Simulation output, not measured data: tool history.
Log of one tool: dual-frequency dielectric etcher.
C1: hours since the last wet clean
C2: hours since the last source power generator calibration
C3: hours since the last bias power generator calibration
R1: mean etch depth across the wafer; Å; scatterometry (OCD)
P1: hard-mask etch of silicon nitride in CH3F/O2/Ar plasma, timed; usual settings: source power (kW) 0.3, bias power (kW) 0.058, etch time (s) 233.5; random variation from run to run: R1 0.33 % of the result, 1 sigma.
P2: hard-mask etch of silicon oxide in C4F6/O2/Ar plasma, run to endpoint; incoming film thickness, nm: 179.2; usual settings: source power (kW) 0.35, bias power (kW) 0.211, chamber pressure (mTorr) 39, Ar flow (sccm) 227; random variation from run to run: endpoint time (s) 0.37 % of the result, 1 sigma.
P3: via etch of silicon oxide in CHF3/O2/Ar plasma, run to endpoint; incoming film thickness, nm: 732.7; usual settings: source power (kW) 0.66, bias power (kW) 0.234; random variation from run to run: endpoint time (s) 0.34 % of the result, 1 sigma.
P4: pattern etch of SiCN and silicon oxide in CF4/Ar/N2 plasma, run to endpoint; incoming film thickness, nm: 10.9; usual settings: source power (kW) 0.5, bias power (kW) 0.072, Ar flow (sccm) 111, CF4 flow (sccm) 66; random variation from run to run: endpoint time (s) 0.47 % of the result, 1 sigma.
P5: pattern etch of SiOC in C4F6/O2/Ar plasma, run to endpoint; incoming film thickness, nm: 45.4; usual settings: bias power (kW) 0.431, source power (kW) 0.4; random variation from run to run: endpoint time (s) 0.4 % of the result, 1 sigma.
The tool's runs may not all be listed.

{"run": 1, "hour": 7.0, "process that ran": "P1", "source power (kW)": 0.3, "bias power (kW)": 0.058, "etch time (s)": 233.5, "C1": 315.9, "C2": 1028.9, "C3": 2294.9, "R1": 1367.8}
{"run": 2, "hour": 21.1, "process that ran": "P4", "source power (kW)": 0.5, "bias power (kW)": 0.072, "Ar flow (sccm)": 111, "CF4 flow (sccm)": 66, "C1": 330, "C2": 1043, "C3": 2309, "endpoint time (s)": 11.717}
{"run": 3, "hour": 35.2, "process that ran": "P4", "source power (kW)": 0.5, "bias power (kW)": 0.072, "Ar flow (sccm)": 111, "CF4 flow (sccm)": 91, "C1": 344.1, "C2": 1057.1, "C3": 2323.1, "endpoint time (s)": 11.143}
{"hour": 39.7, "done": "source power generator calibrated"}
{"run": 4, "hour": 44.1, "process that ran": "P1", "source power (kW)": 0.3, "bias power (kW)": 0.074, "etch time (s)": 233.5, "C1": 353, "C2": 4.4, "C3": 2332, "R1": 1482.7}
{"run": 5, "hour": 57.5, "process that ran": "P5", "source power (kW)": 0.4, "bias power (kW)": 0.431, "C1": 366.4, "C2": 17.8, "C3": 2345.4, "endpoint time (s)": 16.481}
{"run": 6, "hour": 73.1, "process that ran": "P2", "source power (kW)": 0.35, "bias power (kW)": 0.211, "Ar flow (sccm)": 227, "chamber pressure (mTorr)": 39, "C1": 382, "C2": 33.4, "C3": 2361, "endpoint time (s)": 57.735}
{"run": 7, "hour": 81.1, "process that ran": "P5", "source power (kW)": 0.4, "bias power (kW)": 0.585, "C1": 390, "C2": 41.4, "C3": 2369, "endpoint time (s)": 14.554}
{"run": 8, "hour": 93.2, "process that ran": "P1", "source power (kW)": 0.3, "bias power (kW)": 0.058, "etch time (s)": 308, "C1": 402.1, "C2": 53.5, "C3": 2381.1, "R1": 1811.7}
{"run": 9, "hour": 106.9, "process that ran": "P4", "source power (kW)": 0.67, "bias power (kW)": 0.072, "Ar flow (sccm)": 111, "CF4 flow (sccm)": 66, "C1": 415.8, "C2": 67.2, "C3": 2394.8, "endpoint time (s)": 9.0986}
{"run": 10, "hour": 119.7, "process that ran": "P1", "source power (kW)": 0.17, "bias power (kW)": 0.058, "etch time (s)": 233.5, "C1": 428.6, "C2": 80, "C3": 2407.6, "R1": 1110.8}
{"run": 11, "hour": 132.3, "process that ran": "P1", "source power (kW)": 0.3, "bias power (kW)": 0.045, "etch time (s)": 233.5, "C1": 441.2, "C2": 92.6, "C3": 2420.2, "R1": 1260.3}
{"run": 12, "hour": 143.7, "process that ran": "P5", "source power (kW)": 0.4, "bias power (kW)": 0.431, "C1": 452.6, "C2": 104, "C3": 2431.6, "endpoint time (s)": 16.337}
{"run": 13, "hour": 159.6, "process that ran": "P1", "source power (kW)": 0.3, "bias power (kW)": 0.058, "etch time (s)": 179.5, "C1": 468.5, "C2": 119.9, "C3": 2447.5, "R1": 1057.7}
{"run": 14, "hour": 172.7, "process that ran": "P2", "source power (kW)": 0.35, "bias power (kW)": 0.211, "Ar flow (sccm)": 142, "chamber pressure (mTorr)": 39, "C1": 481.6, "C2": 133, "C3": 2460.6, "endpoint time (s)": 54.877}
{"run": 15, "hour": 179.7, "process that ran": "P2", "source power (kW)": 0.35, "bias power (kW)": 0.211, "Ar flow (sccm)": 227, "chamber pressure (mTorr)": 29.5, "C1": 488.6, "C2": 140, "C3": 2467.6, "endpoint time (s)": 55.517}
{"run": 16, "hour": 193.7, "process that ran": "P3", "source power (kW)": 0.66, "bias power (kW)": 0.234, "C1": 502.6, "C2": 154, "C3": 2481.6, "endpoint time (s)": 330.16}
{"run": 17, "hour": 208.2, "process that ran": "P2", "source power (kW)": 0.35, "bias power (kW)": 0.274, "Ar flow (sccm)": 227, "chamber pressure (mTorr)": 39, "C1": 517.1, "C2": 168.5, "C3": 2496.1, "endpoint time (s)": 53.369}
{"run": 18, "hour": 222.8, "process that ran": "P2", "source power (kW)": 0.45, "bias power (kW)": 0.211, "Ar flow (sccm)": 227, "chamber pressure (mTorr)": 39, "C1": 531.7, "C2": 183.1, "C3": 2510.7, "endpoint time (s)": 52.757}
{"run": 19, "hour": 238.1, "process that ran": "P3", "source power (kW)": 0.66, "bias power (kW)": 0.137, "C1": 547, "C2": 198.4, "C3": 2526, "endpoint time (s)": 392.47}
{"run": 20, "hour": 249.7, "process that ran": "P4", "source power (kW)": 0.5, "bias power (kW)": 0.09, "Ar flow (sccm)": 111, "CF4 flow (sccm)": 66, "C1": 558.6, "C2": 210, "C3": 2537.6, "endpoint time (s)": 10.854}
{"run": 21, "hour": 258.2, "process that ran": "P1", "source power (kW)": 0.4, "bias power (kW)": 0.058, "etch time (s)": 233.5, "C1": 567.1, "C2": 218.5, "C3": 2546.1, "R1": 1537.2}
{"run": 22, "hour": 265.9, "process that ran": "P1", "source power (kW)": 0.3, "bias power (kW)": 0.058, "etch time (s)": 233.5, "C1": 574.8, "C2": 226.2, "C3": 2553.8, "R1": 1374.2}
{"run": 23, "hour": 274.6, "process that ran": "P4", "source power (kW)": 0.5, "bias power (kW)": 0.072, "Ar flow (sccm)": 76, "CF4 flow (sccm)": 66, "C1": 583.5, "C2": 234.9, "C3": 2562.5, "endpoint time (s)": 11.164}
{"run": 24, "hour": 282.8, "process that ran": "P1", "source power (kW)": 0.23, "bias power (kW)": 0.045, "etch time (s)": 233.5, "C1": 591.7, "C2": 243.1, "C3": 2570.7, "R1": 1133.2}
{"run": 25, "hour": 294.4, "process that ran": "P5", "source power (kW)": 0.25, "bias power (kW)": 0.431, "C1": 603.3, "C2": 254.7, "C3": 2582.3, "endpoint time (s)": 19.479}
{"run": 26, "hour": 308.2, "process that ran": "P1", "source power (kW)": 0.3, "bias power (kW)": 0.058, "etch time (s)": 233.5, "C1": 617.1, "C2": 268.5, "C3": 2596.1, "R1": 1374}
{"run": 27, "hour": 321.9, "process that ran": "P1", "source power (kW)": 0.3, "bias power (kW)": 0.058, "etch time (s)": 233.5, "C1": 630.8, "C2": 282.2, "C3": 2609.8, "R1": 1367.1}
{"run": 28, "hour": 329.2, "process that ran": "P2", "source power (kW)": 0.35, "bias power (kW)": 0.211, "Ar flow (sccm)": 227, "chamber pressure (mTorr)": 39, "C1": 638.1, "C2": 289.5, "C3": 2617.1, "endpoint time (s)": 57.956}
{"run": 29, "hour": 341.6, "process that ran": "P3", "source power (kW)": 0.83, "bias power (kW)": 0.234, "C1": 650.5, "C2": 301.9, "C3": 2629.5, "endpoint time (s)": 299.8}
{"run": 30, "hour": 354.3, "process that ran": "P1", "source power (kW)": 0.3, "bias power (kW)": 0.058, "etch time (s)": 233.5, "C1": 663.2, "C2": 314.6, "C3": 2642.2, "R1": 1377.9}
{"run": 31, "hour": 370.2, "process that ran": "P1", "source power (kW)": 0.3, "bias power (kW)": 0.058, "etch time (s)": 233.5, "C1": 679.1, "C2": 330.5, "C3": 2658.1, "R1": 1359.2}
{"run": 32, "hour": 377.5, "process that ran": "P1", "source power (kW)": 0.3, "bias power (kW)": 0.058, "etch time (s)": 233.5, "C1": 686.4, "C2": 337.8, "C3": 2665.4, "R1": 1354.4}
{"run": 33, "hour": 387.4, "process that ran": "P1", "source power (kW)": 0.3, "bias power (kW)": 0.058, "etch time (s)": 233.5, "C1": 696.3, "C2": 347.7, "C3": 2675.3, "R1": 1356.5}
{"run": 34, "hour": 398.3, "process that ran": "P1", "source power (kW)": 0.3, "bias power (kW)": 0.058, "etch time (s)": 233.5, "C1": 707.2, "C2": 358.6, "C3": 2686.2, "R1": 1355.9}
{"hour": 398.7, "done": "wet clean of the chamber"}
{"run": 35, "hour": 411.9, "process that ran": "P1", "source power (kW)": 0.3, "bias power (kW)": 0.058, "etch time (s)": 233.5, "C1": 13.2, "C2": 372.2, "C3": 2699.8, "R1": 1349.8}
{"run": 36, "hour": 424.5, "process that ran": "P1", "source power (kW)": 0.3, "bias power (kW)": 0.058, "etch time (s)": 233.5, "C1": 25.8, "C2": 384.8, "C3": 2712.4, "R1": 1349.2}
{"run": 37, "hour": 433.8, "process that ran": "P1", "source power (kW)": 0.3, "bias power (kW)": 0.058, "etch time (s)": 233.5, "C1": 35.1, "C2": 394.1, "C3": 2721.7, "R1": 1350.9}
{"run": 38, "hour": 443.2, "process that ran": "P1", "source power (kW)": 0.3, "bias power (kW)": 0.058, "etch time (s)": 233.5, "C1": 44.5, "C2": 403.5, "C3": 2731.1, "R1": 1348.5}
{"run": 39, "hour": 452.2, "process that ran": "P1", "source power (kW)": 0.3, "bias power (kW)": 0.058, "etch time (s)": 233.5, "C1": 53.5, "C2": 412.5, "C3": 2740.1, "R1": 1348.7}
{"run": 40, "hour": 468.1, "process that ran": "P1", "source power (kW)": 0.3, "bias power (kW)": 0.058, "etch time (s)": 233.5, "C1": 69.4, "C2": 428.4, "C3": 2756, "R1": 1346.6}

What P1 gives has crept away from where it was. These 2 causes fit the log equally well, each at the size given:
A: source power that arrives under what is set, % = 4.27
B: bias power that arrives under what is set, % = 4.9
The creep began at about hour 354.3.
Why every other cause is out:
chamber walls in a state that lowers the etch rate, %: serviced at hour 398.7, which brought nothing back

4 check runs are offered, each on 3 wafers whose results are averaged, their results left as question marks. Which one tells the causes apart?
{"run": "check 1", "hour": 484.0, "process that ran": "P3", "source power (kW)": 0.66, "bias power (kW)": 0.158, "endpoint time (s)": "?"}
{"run": "check 2", "hour": 484.0, "process that ran": "P2", "source power (kW)": 0.45, "bias power (kW)": 0.211, "Ar flow (sccm)": 178, "chamber pressure (mTorr)": 39, "endpoint time (s)": "?"}
{"run": "check 3", "hour": 484.0, "process that ran": "P4", "source power (kW)": 0.57, "bias power (kW)": 0.072, "Ar flow (sccm)": 111, "CF4 flow (sccm)": 88, "endpoint time (s)": "?"}
{"run": "check 4", "hour": 484.0, "process that ran": "P5", "source power (kW)": 0.33, "bias power (kW)": 0.431, "endpoint time (s)": "?"}

What each check would give under each cause:
check=check_1 result=endpoint_time_(s) if_A=381.07 if_B=380.84
check=check_2 result=endpoint_time_(s) if_A=51.962 if_B=51.926
check=check_3 result=endpoint_time_(s) if_A=10.344 if_B=10.115
check=check_4 result=endpoint_time_(s) if_A=17.858 if_B=17.9
How far apart the two closest causes lie, in the result that separates them most: check 1 0.06 %; check 2 0.07 %; check 3 2.24 %; check 4 0.23 %
Only check 3 tells the causes apart: in the others they would give nearly the same result.

Check 3 was then run and gave: endpoint time (s) 10.4. Which cause is it?

It is A: source power that arrives under what is set, %.
